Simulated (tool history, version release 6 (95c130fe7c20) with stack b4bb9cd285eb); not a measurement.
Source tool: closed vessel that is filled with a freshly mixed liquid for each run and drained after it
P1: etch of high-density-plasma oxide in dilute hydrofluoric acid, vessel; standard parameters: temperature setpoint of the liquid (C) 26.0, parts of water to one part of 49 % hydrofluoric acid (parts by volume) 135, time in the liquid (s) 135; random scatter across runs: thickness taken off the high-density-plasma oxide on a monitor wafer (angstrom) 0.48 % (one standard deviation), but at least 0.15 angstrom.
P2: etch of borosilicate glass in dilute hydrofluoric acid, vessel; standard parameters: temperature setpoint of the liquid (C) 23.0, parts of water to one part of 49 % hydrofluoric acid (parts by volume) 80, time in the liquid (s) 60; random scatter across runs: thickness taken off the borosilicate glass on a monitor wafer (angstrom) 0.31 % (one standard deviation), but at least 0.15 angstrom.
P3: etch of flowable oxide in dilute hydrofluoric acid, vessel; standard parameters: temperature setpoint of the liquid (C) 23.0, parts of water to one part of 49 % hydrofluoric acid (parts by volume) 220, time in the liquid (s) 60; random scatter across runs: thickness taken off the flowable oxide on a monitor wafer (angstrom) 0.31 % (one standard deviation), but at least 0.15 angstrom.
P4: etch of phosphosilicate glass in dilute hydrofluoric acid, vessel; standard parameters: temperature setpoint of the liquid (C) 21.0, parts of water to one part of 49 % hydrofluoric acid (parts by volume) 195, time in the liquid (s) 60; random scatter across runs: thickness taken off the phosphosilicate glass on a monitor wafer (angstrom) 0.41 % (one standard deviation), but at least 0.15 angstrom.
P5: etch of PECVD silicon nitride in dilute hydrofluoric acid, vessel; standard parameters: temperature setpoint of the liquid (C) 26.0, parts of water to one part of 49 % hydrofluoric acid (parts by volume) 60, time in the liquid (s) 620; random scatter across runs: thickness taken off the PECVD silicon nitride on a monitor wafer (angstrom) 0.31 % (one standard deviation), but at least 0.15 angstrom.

| run | day | process that ran | temperature setpoint of the liquid (C) | parts of water to one part of 49 % hydrofluoric acid (parts by volume) | time in the liquid (s) | hours since the thermometer was replaced | hours since the hydrofluoric acid flow meter was replaced | thickness taken off the high-density-plasma oxide on a monitor wafer (angstrom) | thickness taken off the phosphosilicate glass on a monitor wafer (angstrom) | thickness taken off the flowable oxide on a monitor wafer (angstrom) | thickness taken off the PECVD silicon nitride on a monitor wafer (angstrom) | thickness taken off the borosilicate glass on a monitor wafer (angstrom) |
|---|---|---|---|---|---|---|---|---|---|---|---|---|
| 1 | 0.383 | P1 | 26.0 | 135 | 135 | 138.2 | 896.7 | 113.380 |  |  |  |  |
| 2 | 0.696 | P1 | 26.0 | 30 | 135 | 145.7 | 904.2 | 582.410 |  |  |  |  |
| 3 | 1.079 | P1 | 26.0 | 135 | 30 | 154.9 | 913.4 | 25.676 |  |  |  |  |
| 4 | 1.350 | P4 | 21.0 | 345 | 60 | 161.4 | 919.9 |  | 233.93 |  |  |  |
| 5 | 1.808 | P1 | 18.0 | 135 | 135 | 172.4 | 930.9 | 82.693 |  |  |  |  |
| 6 | 2.262 | P3 | 18.5 | 220 | 60 | 183.3 | 941.8 |  |  | 105.78 |  |  |
| 7 | 2.658 | P5 | 18.5 | 60 | 620 | 192.8 | 951.3 |  |  |  | 139.450 |  |
| 8 | 2.979 | P2 | 23.0 | 80 | 105 | 200.5 | 959.0 |  |  |  |  | 408.90 |
| 9 | 3.342 | P1 | 26.0 | 135 | 135 | 209.2 | 967.7 | 113.280 |  |  |  |  |
| 10 | 3.812 | P3 | 23.0 | 85 | 60 | 220.5 | 979.0 |  |  | 377.83 |  |  |
| 11 | 4.150 | P3 | 23.0 | 220 | 115 | 228.6 | 987.1 |  |  | 240.90 |  |  |
| 12 | 4.542 | P1 | 26.0 | 70 | 190 | 238.0 | 996.5 | 336.170 |  |  |  |  |
| 13 | 4.929 | P1 | 26.0 | 135 | 135 | 247.3 | 1005.8 | 113.480 |  |  |  |  |
| 14 | 5.383 | P3 | 23.0 | 220 | 60 | 258.2 | 1016.7 |  |  | 125.12 |  |  |
| 15 | 5.858 | P2 | 23.0 | 80 | 60 | 269.6 | 1028.1 |  |  |  |  | 232.44 |
| 16 | 6.138 | P1 | 26.0 | 205 | 135 | 276.3 | 1034.8 | 68.349 |  |  |  |  |
| 17 | 6.492 | P4 | 21.0 | 195 | 60 | 284.8 | 1043.3 |  | 474.28 |  |  |  |
| 18 | 6.904 | P1 | 26.0 | 135 | 135 | 294.7 | 1053.2 | 113.090 |  |  |  |  |
| 19 | 7.162 | P2 | 23.0 | 130 | 60 | 300.9 | 1059.4 |  |  |  |  | 133.95 |
| 20 | 7.467 | P5 | 26.0 | 90 | 620 | 308.2 | 1066.7 |  |  |  | 155.150 |  |
| 21 | 7.762 | P5 | 26.0 | 60 | 150 | 315.3 | 1073.8 |  |  |  | 55.823 |  |
| 22 | 8.192 | P1 | 26.0 | 135 | 135 | 325.6 | 1084.1 | 113.360 |  |  |  |  |
| 23 | 8.571 | P5 | 26.0 | 60 | 620 | 334.7 | 1093.2 |  |  |  | 231.700 |  |
| 24 | 8.792 | P4 | 17.0 | 195 | 60 | 340.0 | 1098.5 |  | 408.34 |  |  |  |
| 25 | 9.246 | P2 | 31.0 | 80 | 60 | 350.9 | 1109.4 |  |  |  |  | 316.86 |
| 26 | 9.625 | P1 | 26.0 | 135 | 135 | 360.0 | 1118.5 | 113.430 |  |  |  |  |
| 27 | 10.050 | P5 | 26.0 | 60 | 620 | 370.2 | 1128.7 |  |  |  | 233.410 |  |
| 28 | 10.412 | P1 | 31.0 | 135 | 135 | 378.9 | 1137.4 | 136.290 |  |  |  |  |
| 29 | 10.725 | P1 | 26.0 | 135 | 250 | 386.4 | 1144.9 | 208.220 |  |  |  |  |
| 30 | 11.217 | P1 | 22.0 | 80 | 135 | 398.2 | 1156.7 | 176.130 |  |  |  |  |
| 31 | 11.712 | P4 | 21.0 | 195 | 120 | 410.1 | 1168.6 |  | 953.01 |  |  |  |
| 32 | 11.954 | P1 | 26.0 | 135 | 135 | 415.9 | 1174.4 | 113.440 |  |  |  |  |
| 33 | 12.400 | P1 | 26.0 | 135 | 135 | 426.6 | 1185.1 | 110.390 |  |  |  |  |
| 34 | 12.646 | P1 | 26.0 | 135 | 135 | 432.5 | 1191.0 | 107.680 |  |  |  |  |
| 35 | 13.071 | P1 | 26.0 | 135 | 135 | 442.7 | 1201.2 | 107.380 |  |  |  |  |
| 36 | 13.371 | P1 | 26.0 | 135 | 135 | 449.9 | 1208.4 | 106.200 |  |  |  |  |
| 37 | 13.717 | P1 | 26.0 | 135 | 135 | 458.2 | 1216.7 | 105.600 |  |  |  |  |
| 38 | 14.200 | P1 | 26.0 | 135 | 135 | 469.8 | 1228.3 | 106.190 |  |  |  |  |
| 39 | 14.621 | P1 | 26.0 | 135 | 135 | 479.9 | 1238.4 | 105.860 |  |  |  |  |
| 40 | 14.967 | P1 | 26.0 | 135 | 135 | 488.2 | 1246.7 | 104.960 |  |  |  |  |
| 41 | 15.342 | P1 | 26.0 | 135 | 135 | 497.2 | 1255.7 | 103.830 |  |  |  |  |
| 42 | 15.575 | P1 | 26.0 | 135 | 135 | 502.8 | 1261.3 | 105.140 |  |  |  |  |
| 43 | 16.058 | P1 | 26.0 | 135 | 135 | 514.4 | 1272.9 | 105.310 |  |  |  |  |

P1 has crept away from where it was. The log is fitted equally well by each of these 2 causes, at the sizes shown:
A: liquid colder than its thermometer reads (K) = 2.08
B: hydrofluoric acid flow below the setpoint (%) = 6.57
The drift started at roughly day 11.954.

Each of the 4 check runs below uses one wafer; its results are left as question marks. Which run tells the causes apart?
| check 1 | 16.542 | P2 | 30.0 | 80 | 60 |  |  |  |  |  |  | ? |
| check 2 | 16.542 | P3 | 23.0 | 105 | 60 |  |  |  |  | ? |  |  |
| check 3 | 16.542 | P5 | 26.0 | 85 | 620 |  |  |  |  |  | ? |  |
| check 4 | 16.542 | P4 | 17.0 | 195 | 85 |  |  |  | ? |  |  |  |

What every check run would give for each of its results, assuming each possible cause in turn:
| check | result | if A | if B |
|---|---|---|---|
| check 1 | thickness taken off the borosilicate glass on a monitor wafer (angstrom) | 282.21 | 283.31 |
| check 2 | thickness taken off the flowable oxide on a monitor wafer (angstrom) | 274.54 | 276.47 |
| check 3 | thickness taken off the PECVD silicon nitride on a monitor wafer (angstrom) | 143.640 | 153.990 |
| check 4 | thickness taken off the phosphosilicate glass on a monitor wafer (angstrom) | 530.70 | 532.63 |
Per-check spread between the two closest causes, in the result where they differ most: check 1 0.39 %; check 2 0.7 %; check 3 6.95 %; check 4 0.36 %
The other checks would show nearly matching results whichever cause is true, so check 3 is the only one that separates the causes.

Then check 3 was run and gave: thickness taken off the PECVD silicon nitride on a monitor wafer (angstrom) 143.210. Which cause is it?

It is A: liquid colder than its thermometer reads (K).

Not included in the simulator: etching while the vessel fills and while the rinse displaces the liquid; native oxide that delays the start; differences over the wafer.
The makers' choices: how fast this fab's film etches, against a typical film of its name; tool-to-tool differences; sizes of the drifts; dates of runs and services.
